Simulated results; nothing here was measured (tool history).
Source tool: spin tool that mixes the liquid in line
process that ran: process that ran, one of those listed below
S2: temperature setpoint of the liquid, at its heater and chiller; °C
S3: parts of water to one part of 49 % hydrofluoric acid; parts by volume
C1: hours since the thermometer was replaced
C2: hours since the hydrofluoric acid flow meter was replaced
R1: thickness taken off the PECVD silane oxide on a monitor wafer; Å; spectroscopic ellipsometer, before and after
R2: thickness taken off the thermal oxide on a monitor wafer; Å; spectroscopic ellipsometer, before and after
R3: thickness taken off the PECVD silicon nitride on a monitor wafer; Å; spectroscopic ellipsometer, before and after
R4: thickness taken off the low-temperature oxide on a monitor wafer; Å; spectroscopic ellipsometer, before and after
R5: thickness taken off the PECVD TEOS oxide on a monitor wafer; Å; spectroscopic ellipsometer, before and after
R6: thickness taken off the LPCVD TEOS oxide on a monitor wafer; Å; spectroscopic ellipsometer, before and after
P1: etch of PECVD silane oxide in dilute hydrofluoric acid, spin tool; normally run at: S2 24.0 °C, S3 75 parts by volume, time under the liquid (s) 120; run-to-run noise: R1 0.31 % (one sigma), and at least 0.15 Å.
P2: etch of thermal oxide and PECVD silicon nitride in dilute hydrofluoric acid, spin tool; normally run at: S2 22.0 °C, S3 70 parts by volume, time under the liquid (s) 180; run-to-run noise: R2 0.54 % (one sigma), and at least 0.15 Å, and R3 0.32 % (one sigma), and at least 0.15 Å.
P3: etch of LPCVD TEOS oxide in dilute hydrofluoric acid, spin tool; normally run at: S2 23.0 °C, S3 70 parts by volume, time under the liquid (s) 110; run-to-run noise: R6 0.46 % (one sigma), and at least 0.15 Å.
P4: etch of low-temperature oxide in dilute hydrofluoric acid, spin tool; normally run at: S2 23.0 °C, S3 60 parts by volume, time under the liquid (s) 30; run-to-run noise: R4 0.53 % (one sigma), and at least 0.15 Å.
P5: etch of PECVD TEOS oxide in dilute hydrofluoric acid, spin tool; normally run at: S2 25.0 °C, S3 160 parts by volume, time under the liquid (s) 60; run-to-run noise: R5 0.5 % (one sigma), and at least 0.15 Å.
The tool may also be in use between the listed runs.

Run 1, day 0.600: process that ran P1, S2 24.0 °C, S3 75 parts by volume, time under the liquid (s) 120; C1 177.6; C2 592.6. Result: R1 480.20 Å.
Run 2, day 1.138: process that ran P1, S2 24.0 °C, S3 130 parts by volume, time under the liquid (s) 120; C1 190.5; C2 605.5. Result: R1 259.50 Å.
Run 3, day 1.529: process that ran P2, S2 26.0 °C, S3 70 parts by volume, time under the liquid (s) 180; C1 199.9; C2 614.9. Result: R2 141.270 Å, R3 109.9300 Å.
Run 4, day 1.996: process that ran P4, S2 23.0 °C, S3 60 parts by volume, time under the liquid (s) 15; C1 211.1; C2 626.1. Result: R4 26.139 Å.
Run 5, day 2.408: process that ran P1, S2 24.0 °C, S3 75 parts by volume, time under the liquid (s) 120; C1 221.0; C2 636.0. Result: R1 480.47 Å.
Run 6, day 2.825: process that ran P5, S2 25.0 °C, S3 160 parts by volume, time under the liquid (s) 60; C1 231.0; C2 646.0. Result: R5 56.178 Å.
Run 7, day 3.438: process that ran P1, S2 24.0 °C, S3 110 parts by volume, time under the liquid (s) 70; C1 245.7; C2 660.7. Result: R1 183.16 Å.
Run 8, day 4.062: process that ran P3, S2 23.0 °C, S3 120 parts by volume, time under the liquid (s) 110; C1 260.7; C2 675.7. Result: R6 148.03 Å.
Run 9, day 4.396: process that ran P1, S2 24.0 °C, S3 40 parts by volume, time under the liquid (s) 120; C1 268.7; C2 683.7. Result: R1 945.30 Å.
Run 10, day 4.733: process that ran P1, S2 24.0 °C, S3 75 parts by volume, time under the liquid (s) 120; C1 276.8; C2 691.8. Result: R1 478.86 Å.
Run 11, day 5.200: process that ran P3, S2 23.0 °C, S3 70 parts by volume, time under the liquid (s) 110; C1 288.0; C2 703.0. Result: R6 268.75 Å.
Run 12, day 5.804: process that ran P4, S2 28.5 °C, S3 60 parts by volume, time under the liquid (s) 30; C1 302.5; C2 717.5. Result: R4 65.537 Å.
Run 13, day 6.438: process that ran P1, S2 29.0 °C, S3 75 parts by volume, time under the liquid (s) 120; C1 317.7; C2 732.7. Result: R1 583.08 Å.
Run 14, day 6.812: process that ran P5, S2 25.0 °C, S3 160 parts by volume, time under the liquid (s) 60; C1 326.7; C2 741.7. Result: R5 56.011 Å.
Run 15, day 7.367: process that ran P5, S2 25.0 °C, S3 50 parts by volume, time under the liquid (s) 60; C1 340.0; C2 755.0. Result: R5 203.540 Å.
Run 16, day 7.733: process that ran P4, S2 23.0 °C, S3 30 parts by volume, time under the liquid (s) 30; C1 348.8; C2 763.8. Result: R4 108.480 Å.
Run 17, day 8.071: process that ran P1, S2 24.0 °C, S3 75 parts by volume, time under the liquid (s) 175; C1 356.9; C2 771.9. Result: R1 697.25 Å.
Run 18, day 8.538: process that ran P3, S2 17.0 °C, S3 70 parts by volume, time under the liquid (s) 110; C1 368.1; C2 783.1. Result: R6 209.89 Å.
Run 19, day 9.150: process that ran P5, S2 25.0 °C, S3 160 parts by volume, time under the liquid (s) 15; C1 382.8; C2 797.8. Result: R5 14.035 Å.
Run 20, day 9.442: process that ran P2, S2 22.0 °C, S3 20 parts by volume, time under the liquid (s) 180; C1 389.8; C2 804.8. Result: R2 445.850 Å, R3 283.3500 Å.
Run 21, day 9.842: process that ran P5, S2 30.5 °C, S3 160 parts by volume, time under the liquid (s) 60; C1 399.4; C2 814.4. Result: R5 68.589 Å.
Run 22, day 10.396: process that ran P1, S2 24.0 °C, S3 75 parts by volume, time under the liquid (s) 50; C1 412.7; C2 827.7. Result: R1 200.44 Å.
Run 23, day 10.950: process that ran P1, S2 17.0 °C, S3 75 parts by volume, time under the liquid (s) 120; C1 426.0; C2 841.0. Result: R1 357.38 Å.
Run 24, day 11.454: process that ran P4, S2 23.0 °C, S3 60 parts by volume, time under the liquid (s) 30; C1 438.1; C2 853.1. Result: R4 52.696 Å.
Run 25, day 11.983: process that ran P4, S2 23.0 °C, S3 60 parts by volume, time under the liquid (s) 30; C1 450.8; C2 865.8. Result: R4 52.614 Å.
At day 12.212: thermometer replaced.
Run 26, day 12.442: process that ran P1, S2 24.0 °C, S3 75 parts by volume, time under the liquid (s) 120; C1 5.6; C2 876.8. Result: R1 482.34 Å.
Run 27, day 13.021: process that ran P1, S2 24.0 °C, S3 75 parts by volume, time under the liquid (s) 120; C1 19.5; C2 890.7. Result: R1 481.08 Å.
Run 28, day 13.596: process that ran P2, S2 22.0 °C, S3 70 parts by volume, time under the liquid (s) 180; C1 33.3; C2 904.5. Result: R2 119.770 Å, R3 83.9530 Å.
Run 29, day 13.992: process that ran P2, S2 22.0 °C, S3 70 parts by volume, time under the liquid (s) 20; C1 42.8; C2 914.0. Result: R2 13.246 Å, R3 9.0792 Å.
Run 30, day 14.467: process that ran P3, S2 23.0 °C, S3 70 parts by volume, time under the liquid (s) 25; C1 54.2; C2 925.4. Result: R6 60.81 Å.
Run 31, day 14.842: process that ran P1, S2 24.0 °C, S3 75 parts by volume, time under the liquid (s) 120; C1 63.2; C2 934.4. Result: R1 480.76 Å.
Run 32, day 15.217: process that ran P1, S2 24.0 °C, S3 75 parts by volume, time under the liquid (s) 120; C1 72.2; C2 943.4. Result: R1 468.14 Å.
Run 33, day 15.629: process that ran P1, S2 24.0 °C, S3 75 parts by volume, time under the liquid (s) 120; C1 82.1; C2 953.3. Result: R1 458.56 Å.
Run 34, day 16.196: process that ran P1, S2 24.0 °C, S3 75 parts by volume, time under the liquid (s) 120; C1 95.7; C2 966.9. Result: R1 452.29 Å.
Run 35, day 16.754: process that ran P1, S2 24.0 °C, S3 75 parts by volume, time under the liquid (s) 120; C1 109.1; C2 980.3. Result: R1 445.37 Å.
Run 36, day 17.188: process that ran P1, S2 24.0 °C, S3 75 parts by volume, time under the liquid (s) 120; C1 119.5; C2 990.7. Result: R1 442.07 Å.
Run 37, day 17.654: process that ran P1, S2 24.0 °C, S3 75 parts by volume, time under the liquid (s) 120; C1 130.7; C2 1001.9. Result: R1 442.27 Å.
Run 38, day 18.204: process that ran P1, S2 24.0 °C, S3 75 parts by volume, time under the liquid (s) 120; C1 143.9; C2 1015.1. Result: R1 439.79 Å.
Run 39, day 18.550: process that ran P1, S2 24.0 °C, S3 75 parts by volume, time under the liquid (s) 120; C1 152.2; C2 1023.4. Result: R1 436.07 Å.
Run 40, day 18.871: process that ran P1, S2 24.0 °C, S3 75 parts by volume, time under the liquid (s) 120; C1 159.9; C2 1031.1. Result: R1 436.85 Å.
Run 41, day 19.504: process that ran P1, S2 24.0 °C, S3 75 parts by volume, time under the liquid (s) 120; C1 175.1; C2 1046.3. Result: R1 435.02 Å.

The output of P1 has drifted from where it used to be. Each of the 2 causes below, taken at the size shown beside it, accounts for the log equally well:
A: hydrofluoric acid flow below the setpoint (%) = 8.14
B: liquid colder than its thermometer reads (K) = 2.3
The onset of the drift is placed at about day 14.842.

Question marks stand in for the results of the 4 check runs listed below, each run on one wafer. Under which run would the listed causes show clearly different results?
Run check 1, day 20.138: process that ran P5, S2 29.5 °C, S3 70 parts by volume, time under the liquid (s) 60. Result: R5 ?.
Run check 2, day 20.138: process that ran P4, S2 27.5 °C, S3 35 parts by volume, time under the liquid (s) 30. Result: R4 ?.
Run check 3, day 20.138: process that ran P3, S2 19.5 °C, S3 70 parts by volume, time under the liquid (s) 110. Result: R6 ?.
Run check 4, day 20.138: process that ran P2, S2 22.0 °C, S3 30 parts by volume, time under the liquid (s) 35. Result: R2 ?, R3 ?.

If the cause were each of the candidates in turn, the checks would give the following:
  check  result     if A     if B
check 1      R5  155.730  156.370
check 2      R4  102.020  101.540
check 3      R6   212.23   211.03
check 4      R2   52.291   51.763
check 4      R3  34.2860  31.7060
Per-check spread between the two closest causes, in the result where they differ most: check 1 0.41 %; check 2 0.47 %; check 3 0.57 %; check 4 7.82 %
Of the check runs offered, only check 4 discriminates between the causes; the rest would read about the same regardless of which cause applies.

After running check 4, the following was obtained: R2 52.192 Å; R3 31.4620 Å. Which cause does this point to?

B is the cause: liquid colder than its thermometer reads (K).
